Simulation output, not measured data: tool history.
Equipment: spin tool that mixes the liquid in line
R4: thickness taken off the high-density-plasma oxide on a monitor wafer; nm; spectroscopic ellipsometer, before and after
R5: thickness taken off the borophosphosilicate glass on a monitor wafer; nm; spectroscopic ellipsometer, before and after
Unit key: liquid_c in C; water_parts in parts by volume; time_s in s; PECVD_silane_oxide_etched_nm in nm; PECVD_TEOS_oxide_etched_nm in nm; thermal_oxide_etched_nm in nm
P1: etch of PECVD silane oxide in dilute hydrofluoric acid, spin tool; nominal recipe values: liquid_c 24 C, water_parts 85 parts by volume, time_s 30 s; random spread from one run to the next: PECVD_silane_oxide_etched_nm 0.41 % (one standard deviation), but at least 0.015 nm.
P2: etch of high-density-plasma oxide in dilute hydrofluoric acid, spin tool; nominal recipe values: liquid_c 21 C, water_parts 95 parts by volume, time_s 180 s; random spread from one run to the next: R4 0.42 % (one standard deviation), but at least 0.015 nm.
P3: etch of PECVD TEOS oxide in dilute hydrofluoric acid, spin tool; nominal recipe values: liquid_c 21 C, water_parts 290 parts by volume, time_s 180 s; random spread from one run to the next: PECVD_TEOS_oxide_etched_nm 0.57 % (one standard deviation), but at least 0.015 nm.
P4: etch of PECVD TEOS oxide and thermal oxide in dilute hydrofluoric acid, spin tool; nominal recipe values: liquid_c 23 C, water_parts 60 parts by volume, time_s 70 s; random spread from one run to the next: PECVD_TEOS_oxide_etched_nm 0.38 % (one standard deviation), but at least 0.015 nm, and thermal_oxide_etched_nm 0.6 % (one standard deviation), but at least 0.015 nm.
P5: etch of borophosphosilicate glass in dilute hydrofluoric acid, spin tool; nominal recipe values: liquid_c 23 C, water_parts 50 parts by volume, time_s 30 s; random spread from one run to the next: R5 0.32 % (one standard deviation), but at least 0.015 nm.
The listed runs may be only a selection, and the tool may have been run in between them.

{"run": 1, "day": 0.521, "process": "P1", "liquid_c": 24, "water_parts": 85, "time_s": 30, "PECVD_silane_oxide_etched_nm": 5.8614}
{"run": 2, "day": 0.867, "process": "P1", "liquid_c": 29, "water_parts": 85, "time_s": 30, "PECVD_silane_oxide_etched_nm": 7.1551}
{"run": 3, "day": 1.5, "process": "P4", "liquid_c": 23, "water_parts": 20, "time_s": 70, "PECVD_TEOS_oxide_etched_nm": 35.658, "thermal_oxide_etched_nm": 17.694}
{"run": 4, "day": 2.204, "process": "P1", "liquid_c": 24, "water_parts": 40, "time_s": 30, "PECVD_silane_oxide_etched_nm": 13.242}
{"run": 5, "day": 2.75, "process": "P3", "liquid_c": 21, "water_parts": 290, "time_s": 280, "PECVD_TEOS_oxide_etched_nm": 6.2423}
{"run": 6, "day": 3.396, "process": "P4", "liquid_c": 23, "water_parts": 60, "time_s": 125, "PECVD_TEOS_oxide_etched_nm": 20.117, "thermal_oxide_etched_nm": 10.124}
{"run": 7, "day": 3.867, "process": "P2", "liquid_c": 21, "water_parts": 175, "time_s": 180, "R4": 5.3015}
{"run": 8, "day": 4.25, "process": "P1", "liquid_c": 24, "water_parts": 145, "time_s": 30, "PECVD_silane_oxide_etched_nm": 3.2058}
{"run": 9, "day": 4.721, "process": "P4", "liquid_c": 23, "water_parts": 60, "time_s": 70, "PECVD_TEOS_oxide_etched_nm": 11.316, "thermal_oxide_etched_nm": 5.6535}
{"run": 10, "day": 5.325, "process": "P3", "liquid_c": 17, "water_parts": 290, "time_s": 180, "PECVD_TEOS_oxide_etched_nm": 3.4834}
{"run": 11, "day": 6.025, "process": "P2", "liquid_c": 21, "water_parts": 95, "time_s": 285, "R4": 16.853}
{"run": 12, "day": 6.508, "process": "P1", "liquid_c": 24, "water_parts": 85, "time_s": 50, "PECVD_silane_oxide_etched_nm": 9.7137}
{"run": 13, "day": 6.908, "process": "P1", "liquid_c": 24, "water_parts": 145, "time_s": 60, "PECVD_silane_oxide_etched_nm": 6.3429}
{"run": 14, "day": 7.342, "process": "P3", "liquid_c": 21, "water_parts": 290, "time_s": 180, "PECVD_TEOS_oxide_etched_nm": 4.011}
{"run": 15, "day": 7.788, "process": "P2", "liquid_c": 21, "water_parts": 95, "time_s": 180, "R4": 10.683}
{"run": 16, "day": 8.154, "process": "P1", "liquid_c": 24, "water_parts": 85, "time_s": 30, "PECVD_silane_oxide_etched_nm": 5.8813}
{"run": 17, "day": 8.854, "process": "P1", "liquid_c": 24, "water_parts": 85, "time_s": 30, "PECVD_silane_oxide_etched_nm": 5.8408}
{"run": 18, "day": 9.488, "process": "P1", "liquid_c": 24, "water_parts": 85, "time_s": 30, "PECVD_silane_oxide_etched_nm": 5.8549}
{"run": 19, "day": 10.025, "process": "P1", "liquid_c": 20, "water_parts": 85, "time_s": 30, "PECVD_silane_oxide_etched_nm": 4.9332}
{"run": 20, "day": 10.546, "process": "P5", "liquid_c": 23, "water_parts": 50, "time_s": 15, "R5": 13.504}
{"run": 21, "day": 11.025, "process": "P3", "liquid_c": 21, "water_parts": 290, "time_s": 180, "PECVD_TEOS_oxide_etched_nm": 3.9817}
{"run": 22, "day": 11.675, "process": "P3", "liquid_c": 21, "water_parts": 495, "time_s": 180, "PECVD_TEOS_oxide_etched_nm": 1.9502}
{"run": 23, "day": 12.288, "process": "P2", "liquid_c": 17, "water_parts": 95, "time_s": 180, "R4": 9.0095}
{"run": 24, "day": 12.975, "process": "P1", "liquid_c": 24, "water_parts": 85, "time_s": 15, "PECVD_silane_oxide_etched_nm": 2.9504}
{"run": 25, "day": 13.379, "process": "P1", "liquid_c": 24, "water_parts": 85, "time_s": 30, "PECVD_silane_oxide_etched_nm": 5.8537}
{"run": 26, "day": 13.738, "process": "P5", "liquid_c": 31, "water_parts": 50, "time_s": 30, "R5": 37.532}
{"run": 27, "day": 14.421, "process": "P4", "liquid_c": 31, "water_parts": 60, "time_s": 70, "PECVD_TEOS_oxide_etched_nm": 15.554, "thermal_oxide_etched_nm": 7.7156}
{"run": 28, "day": 14.896, "process": "P5", "liquid_c": 23, "water_parts": 50, "time_s": 30, "R5": 27.113}
{"run": 29, "day": 15.417, "process": "P5", "liquid_c": 23, "water_parts": 80, "time_s": 30, "R5": 16.262}
{"run": 30, "day": 16.104, "process": "P4", "liquid_c": 23, "water_parts": 60, "time_s": 70, "PECVD_TEOS_oxide_etched_nm": 11.246, "thermal_oxide_etched_nm": 5.7241}
{"run": 31, "day": 16.492, "process": "P1", "liquid_c": 24, "water_parts": 85, "time_s": 30, "PECVD_silane_oxide_etched_nm": 5.8765}
{"run": 32, "day": 17.025, "process": "P1", "liquid_c": 24, "water_parts": 85, "time_s": 30, "PECVD_silane_oxide_etched_nm": 6.1012}
{"run": 33, "day": 17.425, "process": "P1", "liquid_c": 24, "water_parts": 85, "time_s": 30, "PECVD_silane_oxide_etched_nm": 6.1677}
{"run": 34, "day": 17.783, "process": "P1", "liquid_c": 24, "water_parts": 85, "time_s": 30, "PECVD_silane_oxide_etched_nm": 6.2528}
{"run": 35, "day": 18.104, "process": "P1", "liquid_c": 24, "water_parts": 85, "time_s": 30, "PECVD_silane_oxide_etched_nm": 6.2583}
{"run": 36, "day": 18.5, "process": "P1", "liquid_c": 24, "water_parts": 85, "time_s": 30, "PECVD_silane_oxide_etched_nm": 6.3421}
{"run": 37, "day": 19.067, "process": "P1", "liquid_c": 24, "water_parts": 85, "time_s": 30, "PECVD_silane_oxide_etched_nm": 6.3799}
{"run": 38, "day": 19.675, "process": "P1", "liquid_c": 24, "water_parts": 85, "time_s": 30, "PECVD_silane_oxide_etched_nm": 6.407}
{"run": 39, "day": 20.329, "process": "P1", "liquid_c": 24, "water_parts": 85, "time_s": 30, "PECVD_silane_oxide_etched_nm": 6.3855}
{"run": 40, "day": 20.992, "process": "P1", "liquid_c": 24, "water_parts": 85, "time_s": 30, "PECVD_silane_oxide_etched_nm": 6.4122}

The log shows P1 creeping away from where it was. Any of the 2 causes listed here, at the size stated for it, fits the log just as well as the others:
A: liquid hotter than its thermometer reads (K) = 2.4
B: hydrofluoric acid flow above the setpoint (%) = 9
At approximately day 16.492, the process output began to creep.

4 check runs are offered, each on 5 wafers whose results are averaged, their results left as question marks. Which one tells the causes apart?
{"run": "check 1", "day": 21.654, "process": "P2", "liquid_c": 21, "water_parts": 135, "time_s": 180, "R4": "?"}
{"run": "check 2", "day": 21.654, "process": "P3", "liquid_c": 17, "water_parts": 470, "time_s": 180, "PECVD_TEOS_oxide_etched_nm": "?"}
{"run": "check 3", "day": 21.654, "process": "P4", "liquid_c": 29, "water_parts": 60, "time_s": 70, "PECVD_TEOS_oxide_etched_nm": "?", "thermal_oxide_etched_nm": "?"}
{"run": "check 4", "day": 21.654, "process": "P5", "liquid_c": 23, "water_parts": 80, "time_s": 15, "R5": "?"}

What each check would give under each cause:
check=check_1 result=R4 if_A=7.9045 if_B=7.9366
check=check_2 result=PECVD_TEOS_oxide_etched_nm if_A=2.0055 if_B=2.0721
check=check_3 result=PECVD_TEOS_oxide_etched_nm if_A=15.7560 if_B=15.7610
check=check_3 result=thermal_oxide_etched_nm if_A=7.8962 if_B=7.8986
check=check_4 result=R5 if_A=8.9847 if_B=8.9679
Gap, in per cent, between the two causes that each check separates least, read from the result that separates them most: check 1 0.41 %; check 2 3.27 %; check 3 0.03 %; check 4 0.19 %
Only in check 2 would the causes give clearly different results; in the remaining checks their results would be nearly the same.

The results of check 2 are: PECVD_TEOS_oxide_etched_nm 2.0898 nm. Based on these, which of the listed causes is it?

The cause is B: hydrofluoric acid flow above the setpoint (%).
